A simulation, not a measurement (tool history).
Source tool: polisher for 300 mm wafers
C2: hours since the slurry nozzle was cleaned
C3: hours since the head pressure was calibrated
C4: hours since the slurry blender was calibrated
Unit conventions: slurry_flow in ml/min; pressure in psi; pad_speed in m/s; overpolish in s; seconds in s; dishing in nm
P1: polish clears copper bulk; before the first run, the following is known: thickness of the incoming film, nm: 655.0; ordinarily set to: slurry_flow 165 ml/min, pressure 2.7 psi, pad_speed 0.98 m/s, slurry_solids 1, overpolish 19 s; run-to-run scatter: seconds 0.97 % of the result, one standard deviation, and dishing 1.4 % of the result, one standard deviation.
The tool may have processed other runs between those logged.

Run 1, hour 14.1: slurry_flow 165 ml/min, pressure 2.7 psi, pad_speed 0.98 m/s, slurry_solids 1, overpolish 19 s; wafers polished on this pad 317; C2 149.6; C3 332.4; C4 199.9. Result: seconds 80.952 s, dishing 76.475 nm.
Run 2, hour 24.1: slurry_flow 165 ml/min, pressure 2.7 psi, pad_speed 0.98 m/s, slurry_solids 0.75, overpolish 19 s; wafers polished on this pad 384; C2 159.6; C3 342.4; C4 209.9. Result: seconds 85.612 s, dishing 72.682 nm.
Run 3, hour 33.2: slurry_flow 165 ml/min, pressure 2.7 psi, pad_speed 0.98 m/s, slurry_solids 1, overpolish 19 s; wafers polished on this pad 445; C2 168.7; C3 351.5; C4 219. Result: seconds 81.039 s, dishing 75.276 nm.
At hour 42.8: head pressure recalibrated.
Run 4, hour 46.7: slurry_flow 165 ml/min, pressure 2.7 psi, pad_speed 0.98 m/s, slurry_solids 1, overpolish 6 s; wafers polished on this pad 536; C2 182.2; C3 4; C4 232.5. Result: seconds 78.528 s, dishing 33.521 nm.
Run 5, hour 55.3: slurry_flow 165 ml/min, pressure 2.7 psi, pad_speed 1.24 m/s, slurry_solids 1, overpolish 19 s; wafers polished on this pad 594; C2 190.8; C3 12.6; C4 241.1. Result: seconds 64.368 s, dishing 83.574 nm.
Run 6, hour 71.6: slurry_flow 230 ml/min, pressure 2.7 psi, pad_speed 0.98 m/s, slurry_solids 1, overpolish 19 s; wafers polished on this pad 704; C2 207.1; C3 28.9; C4 257.4. Result: seconds 77.583 s, dishing 76.827 nm.
Run 7, hour 90.4: slurry_flow 100 ml/min, pressure 2.7 psi, pad_speed 0.98 m/s, slurry_solids 1, overpolish 19 s; wafers polished on this pad 830; C2 225.9; C3 47.7; C4 276.2. Result: seconds 89.349 s, dishing 72.867 nm.
Run 8, hour 100.4: slurry_flow 165 ml/min, pressure 2.7 psi, pad_speed 0.98 m/s, slurry_solids 1, overpolish 37 s; wafers polished on this pad 898; C2 235.9; C3 57.7; C4 286.2. Result: seconds 80.875 s, dishing 98.624 nm.
Run 9, hour 114.4: slurry_flow 165 ml/min, pressure 2.7 psi, pad_speed 0.98 m/s, slurry_solids 1.5, overpolish 19 s; wafers polished on this pad 992; C2 249.9; C3 71.7; C4 300.2. Result: seconds 74.906 s, dishing 77.55 nm.
Run 10, hour 127.6: slurry_flow 165 ml/min, pressure 3.7 psi, pad_speed 0.76 m/s, slurry_solids 1, overpolish 19 s; wafers polished on this pad 1081; C2 263.1; C3 84.9; C4 313.4. Result: seconds 75.322 s, dishing 81.09 nm.
Run 11, hour 144.4: slurry_flow 165 ml/min, pressure 2.7 psi, pad_speed 0.98 m/s, slurry_solids 1, overpolish 19 s; wafers polished on this pad 1194; C2 279.9; C3 101.7; C4 330.2. Result: seconds 81.28 s, dishing 75.855 nm.
Run 12, hour 157.1: slurry_flow 165 ml/min, pressure 4 psi, pad_speed 0.98 m/s, slurry_solids 1, overpolish 19 s; wafers polished on this pad 1279; C2 292.6; C3 114.4; C4 342.9. Result: seconds 54.586 s, dishing 97.248 nm.
Run 13, hour 174.9: slurry_flow 165 ml/min, pressure 2.7 psi, pad_speed 0.5 m/s, slurry_solids 1, overpolish 19 s; wafers polished on this pad 1399; C2 310.4; C3 132.2; C4 360.7. Result: seconds 157.79 s, dishing 48.45 nm.
Run 14, hour 184: slurry_flow 165 ml/min, pressure 1.4 psi, pad_speed 0.98 m/s, slurry_solids 1, overpolish 19 s; wafers polished on this pad 1460; C2 319.5; C3 141.3; C4 369.8. Result: seconds 155.55 s, dishing 44.996 nm.
Run 15, hour 192.8: slurry_flow 165 ml/min, pressure 2.7 psi, pad_speed 0.98 m/s, slurry_solids 1, overpolish 19 s; wafers polished on this pad 1520; C2 328.3; C3 150.1; C4 378.6. Result: seconds 81.262 s, dishing 73.564 nm.
Run 16, hour 202.9: slurry_flow 165 ml/min, pressure 2.7 psi, pad_speed 0.98 m/s, slurry_solids 1, overpolish 19 s; wafers polished on this pad 1588; C2 338.4; C3 160.2; C4 388.7. Result: seconds 80.766 s, dishing 74.747 nm.
Run 17, hour 220.1: slurry_flow 165 ml/min, pressure 2.7 psi, pad_speed 0.98 m/s, slurry_solids 1, overpolish 19 s; wafers polished on this pad 1703; C2 355.6; C3 177.4; C4 405.9. Result: seconds 84.701 s, dishing 74.605 nm.
Run 18, hour 228.5: slurry_flow 165 ml/min, pressure 2.7 psi, pad_speed 0.98 m/s, slurry_solids 1, overpolish 19 s; wafers polished on this pad 1760; C2 364; C3 185.8; C4 414.3. Result: seconds 84.536 s, dishing 73.697 nm.
Run 19, hour 243.9: slurry_flow 165 ml/min, pressure 2.7 psi, pad_speed 0.98 m/s, slurry_solids 1, overpolish 19 s; wafers polished on this pad 1864; C2 379.4; C3 201.2; C4 429.7. Result: seconds 83.988 s, dishing 72.899 nm.
At hour 257.4: slurry blender recalibrated.
Run 20, hour 261.1: slurry_flow 165 ml/min, pressure 2.7 psi, pad_speed 0.98 m/s, slurry_solids 1, overpolish 19 s; wafers polished on this pad 1980; C2 396.6; C3 218.4; C4 3.8. Result: seconds 85.776 s, dishing 72.331 nm.
At hour 261.5: head pressure recalibrated.
Run 21, hour 270: slurry_flow 165 ml/min, pressure 2.7 psi, pad_speed 0.98 m/s, slurry_solids 1, overpolish 19 s; wafers polished on this pad 2039; C2 405.5; C3 8.5; C4 12.7. Result: seconds 86.425 s, dishing 72.176 nm.

What will run 22 give?
Run 22, hour 286.7: slurry_flow 165 ml/min, pressure 2.7 psi, pad_speed 0.98 m/s, slurry_solids 1, overpolish 19 s; wafers polished on this pad 2152; C2 422.2; C3 25.2; C4 29.4. Result: seconds ?, dishing ?.

{"run 22": {"seconds": 87.641, "dishing": 72.495}}
